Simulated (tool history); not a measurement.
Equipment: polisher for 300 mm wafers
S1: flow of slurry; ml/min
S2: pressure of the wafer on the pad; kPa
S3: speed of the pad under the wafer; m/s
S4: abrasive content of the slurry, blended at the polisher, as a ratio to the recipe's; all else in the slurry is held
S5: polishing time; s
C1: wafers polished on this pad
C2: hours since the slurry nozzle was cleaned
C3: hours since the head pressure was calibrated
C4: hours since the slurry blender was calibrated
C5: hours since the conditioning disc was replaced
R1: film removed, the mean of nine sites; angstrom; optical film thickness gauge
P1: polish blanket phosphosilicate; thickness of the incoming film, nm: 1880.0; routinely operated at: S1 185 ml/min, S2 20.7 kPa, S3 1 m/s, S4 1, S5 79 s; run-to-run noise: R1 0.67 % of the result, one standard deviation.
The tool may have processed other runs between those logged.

run 1 hour=6.6 | S1=185 S2=20.7 S3=1 S4=1 S5=79 | C1=899 C2=91.3 C3=195.9 C4=146.4 C5=27.2 | R1=6570.9
run 2 hour=11.1 | S1=185 S2=20.7 S3=1 S4=1 S5=79 | C1=929 C2=95.8 C3=200.4 C4=150.9 C5=31.7 | R1=6612.1
run 3 hour=16.4 | S1=185 S2=20.7 S3=1 S4=1 S5=79 | C1=965 C2=101.1 C3=205.7 C4=156.2 C5=37 | R1=6686.8
run 4 hour=22.2 | S1=230 S2=20.7 S3=1 S4=0.55 S5=79 | C1=1004 C2=106.9 C3=211.5 C4=162 C5=42.8 | R1=5021.1
run 5 hour=29.2 | S1=270 S2=20.7 S3=1 S4=1 S5=79 | C1=1051 C2=113.9 C3=218.5 C4=169 C5=49.8 | R1=6969.8
run 6 hour=38 | S1=185 S2=20.7 S3=1 S4=1 S5=79 | C1=1111 C2=122.7 C3=227.3 C4=177.8 C5=58.6 | R1=6636.7
run 7 hour=43 | S1=185 S2=20.7 S3=0.46 S4=1 S5=79 | C1=1144 C2=127.7 C3=232.3 C4=182.8 C5=63.6 | R1=3599.6
run 8 hour=51.3 | S1=185 S2=20.7 S3=1 S4=1 S5=116 | C1=1200 C2=136 C3=240.6 C4=191.1 C5=71.9 | R1=9719
-- hour=55.5 slurry nozzle cleaned
run 9 hour=60.4 | S1=185 S2=20.7 S3=1 S4=1 S5=38 | C1=1262 C2=4.9 C3=249.7 C4=200.2 C5=81 | R1=3233.8
-- hour=65.1 conditioning disc replaced and pad reconditioned
run 10 hour=66.1 | S1=185 S2=20.7 S3=1 S4=1 S5=79 | C1=1300 C2=10.6 C3=255.4 C4=205.9 C5=1 | R1=6728.5
run 11 hour=73 | S1=185 S2=20.7 S3=1.56 S4=1 S5=79 | C1=1347 C2=17.5 C3=262.3 C4=212.8 C5=7.9 | R1=9584.3
run 12 hour=82.3 | S1=185 S2=20.7 S3=1 S4=0.55 S5=79 | C1=1410 C2=26.8 C3=271.6 C4=222.1 C5=17.2 | R1=4812
run 13 hour=87 | S1=185 S2=20.7 S3=1 S4=1.25 S5=79 | C1=1441 C2=31.5 C3=276.3 C4=226.8 C5=21.9 | R1=7339.2
run 14 hour=93.7 | S1=185 S2=31.7 S3=1 S4=1 S5=79 | C1=1487 C2=38.2 C3=283 C4=233.5 C5=28.6 | R1=10353
run 15 hour=98.7 | S1=250 S2=20.7 S3=1 S4=1.3 S5=79 | C1=1520 C2=43.2 C3=288 C4=238.5 C5=33.6 | R1=7694.5
run 16 hour=104.5 | S1=290 S2=20.7 S3=1.44 S4=1 S5=79 | C1=1559 C2=49 C3=293.8 C4=244.3 C5=39.4 | R1=9351.6
run 17 hour=109.4 | S1=110 S2=20.7 S3=1 S4=1 S5=79 | C1=1593 C2=53.9 C3=298.7 C4=249.2 C5=44.3 | R1=6047.5
run 18 hour=114.1 | S1=185 S2=9.7 S3=1 S4=1 S5=79 | C1=1624 C2=58.6 C3=303.4 C4=253.9 C5=49 | R1=3084.9
run 19 hour=121.4 | S1=185 S2=20.7 S3=1 S4=1 S5=79 | C1=1674 C2=65.9 C3=310.7 C4=261.2 C5=56.3 | R1=6632.5
run 20 hour=128.6 | S1=185 S2=20.7 S3=1 S4=1 S5=79 | C1=1722 C2=73.1 C3=317.9 C4=268.4 C5=63.5 | R1=6621.8
run 21 hour=137.1 | S1=185 S2=20.7 S3=1 S4=1 S5=79 | C1=1779 C2=81.6 C3=326.4 C4=276.9 C5=72 | R1=6375.2
run 22 hour=142.1 | S1=185 S2=20.7 S3=1 S4=1 S5=79 | C1=1813 C2=86.6 C3=331.4 C4=281.9 C5=77 | R1=6194.9
run 23 hour=148 | S1=185 S2=20.7 S3=1 S4=1 S5=79 | C1=1853 C2=92.5 C3=337.3 C4=287.8 C5=82.9 | R1=6116.4
run 24 hour=153.9 | S1=185 S2=20.7 S3=1 S4=1 S5=79 | C1=1893 C2=98.4 C3=343.2 C4=293.7 C5=88.8 | R1=5955.5
-- hour=159 slurry nozzle cleaned
run 25 hour=160.9 | S1=185 S2=20.7 S3=1 S4=1 S5=79 | C1=1940 C2=2 C3=350.2 C4=300.7 C5=95.8 | R1=5970.6
run 26 hour=166.2 | S1=185 S2=20.7 S3=1 S4=1 S5=79 | C1=1976 C2=7.3 C3=355.5 C4=306 C5=101.1 | R1=5891.2
run 27 hour=170.7 | S1=185 S2=20.7 S3=1 S4=1 S5=79 | C1=2006 C2=11.8 C3=360 C4=310.5 C5=105.6 | R1=5900.2
-- hour=171.8 head pressure recalibrated
-- hour=175.5 conditioning disc replaced and pad reconditioned
run 28 hour=177.7 | S1=185 S2=20.7 S3=1 S4=1 S5=79 | C1=2053 C2=18.8 C3=5.9 C4=317.5 C5=2.2 | R1=5892.7
run 29 hour=185.3 | S1=185 S2=20.7 S3=1 S4=1 S5=79 | C1=2105 C2=26.4 C3=13.5 C4=325.1 C5=9.8 | R1=5848.2
run 30 hour=191.2 | S1=185 S2=20.7 S3=1 S4=1 S5=79 | C1=2145 C2=32.3 C3=19.4 C4=331 C5=15.7 | R1=5837.4
run 31 hour=196.7 | S1=185 S2=20.7 S3=1 S4=1 S5=79 | C1=2182 C2=37.8 C3=24.9 C4=336.5 C5=21.2 | R1=5876.7

What P1 gives has crept away from where it was. These 2 causes fit the log equally well, each at the size given:
A: abrasive missing from the slurry, % = 23.9
B: removal rate lost through wear of the pad, % = 12.5
At approximately hour 128.6, the process output began to creep.
The rest of the possible causes, and what rules out each one:
slurry flow missing at the pad, %: was serviced at hour 159, once the creep was under way, yet the earlier output never came back
head's pressure below its setpoint, %: was serviced at hour 171.8, once the creep was under way, yet the earlier output never came back
time polished since the conditioner stopped cutting, s: was serviced at hour 175.5, once the creep was under way, yet the earlier output never came back

You are offered 4 check runs, listed below with question marks in place of their results; each one averages 5 wafers. Which run separates the listed causes by giving clearly different results for each?
run check 1 hour=202.2 | S1=185 S2=31.7 S3=1 S4=1 S5=44 | R1=?
run check 2 hour=202.2 | S1=185 S2=9.7 S3=0.48 S4=1 S5=79 | R1=?
run check 3 hour=202.2 | S1=185 S2=20.7 S3=0.58 S4=1 S5=79 | R1=?
run check 4 hour=202.2 | S1=185 S2=20.7 S3=1.52 S4=0.7 S5=79 | R1=?

What every check run would give for each of its results, assuming each possible cause in turn:
check=check_1 result=R1 if_A=4974.7 if_B=4974.3
check=check_2 result=R1 if_A=1511.1 if_B=1511
check=check_3 result=R1 if_A=3767.5 if_B=3767.1
check=check_4 result=R1 if_A=6652.7 if_B=6814.7
Gap, in per cent, between the two causes that each check separates least, read from the result that separates them most: check 1 0.01 %; check 2 0.01 %; check 3 0.01 %; check 4 2.41 %
Only in check 4 would the causes give clearly different results; in the remaining checks their results would be nearly the same.

Then check 4 was run and gave: R1 6858.9 angstrom. Which cause is it?

It was cause B: removal rate lost through wear of the pad, %.

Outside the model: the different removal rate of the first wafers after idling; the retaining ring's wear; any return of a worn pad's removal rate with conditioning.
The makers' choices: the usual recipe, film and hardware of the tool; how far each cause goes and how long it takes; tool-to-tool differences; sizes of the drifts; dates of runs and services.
